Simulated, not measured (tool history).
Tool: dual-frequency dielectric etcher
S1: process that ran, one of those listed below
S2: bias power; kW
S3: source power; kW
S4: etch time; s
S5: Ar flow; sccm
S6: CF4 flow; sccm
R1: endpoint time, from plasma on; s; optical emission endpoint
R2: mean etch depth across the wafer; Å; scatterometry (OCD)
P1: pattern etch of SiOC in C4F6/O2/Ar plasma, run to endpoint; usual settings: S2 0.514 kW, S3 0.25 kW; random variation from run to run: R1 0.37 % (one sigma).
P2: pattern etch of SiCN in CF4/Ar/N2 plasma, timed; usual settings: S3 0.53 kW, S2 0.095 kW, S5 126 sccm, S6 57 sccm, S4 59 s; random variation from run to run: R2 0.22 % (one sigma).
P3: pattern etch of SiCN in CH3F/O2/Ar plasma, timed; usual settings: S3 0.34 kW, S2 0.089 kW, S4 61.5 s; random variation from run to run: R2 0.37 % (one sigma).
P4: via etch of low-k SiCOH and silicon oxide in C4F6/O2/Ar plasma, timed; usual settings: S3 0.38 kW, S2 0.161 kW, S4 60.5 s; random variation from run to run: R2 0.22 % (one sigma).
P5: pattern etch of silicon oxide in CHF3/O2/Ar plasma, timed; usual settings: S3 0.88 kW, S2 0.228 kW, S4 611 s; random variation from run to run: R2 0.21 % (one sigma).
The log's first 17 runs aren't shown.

run 18 hour=74.3 | S1=P1 S2=0.514 S3=0.25 | R1=17.045
run 19 hour=77.3 | S1=P1 S2=0.514 S3=0.34 | R1=15.264
run 20 hour=81.4 | S1=P5 S2=0.277 S3=0.88 S4=611 | R2=16450
run 21 hour=88 | S1=P2 S2=0.095 S3=0.53 S4=32.5 S5=126 S6=57 | R2=327.59
run 22 hour=91.9 | S1=P5 S2=0.228 S3=0.88 S4=336 | R2=8444
run 23 hour=96.1 | S1=P3 S2=0.054 S3=0.34 S4=61.5 | R2=199.06
run 24 hour=99.4 | S1=P4 S2=0.161 S3=0.38 S4=60.5 | R2=1597.7
run 25 hour=105.4 | S1=P1 S2=0.514 S3=0.25 | R1=17.057
run 26 hour=109.8 | S1=P1 S2=0.514 S3=0.18 | R1=19.205
run 27 hour=113.9 | S1=P3 S2=0.089 S3=0.34 S4=61.5 | R2=238.68
run 28 hour=119.1 | S1=P1 S2=0.7 S3=0.19 | R1=16.717
run 29 hour=123.1 | S1=P5 S2=0.228 S3=0.88 S4=611 | R2=15347
run 30 hour=128.1 | S1=P3 S2=0.089 S3=0.22 S4=61.5 | R2=203.32
run 31 hour=133.8 | S1=P4 S2=0.161 S3=0.38 S4=60.5 | R2=1592
run 32 hour=138.3 | S1=P1 S2=0.7 S3=0.25 | R1=15.08
run 33 hour=142.7 | S1=P1 S2=0.514 S3=0.25 | R1=16.965

Forecast run 34:
run 34 hour=148.1 | S1=P1 S2=0.514 S3=0.25 | R1=?

R1: 17.031 s
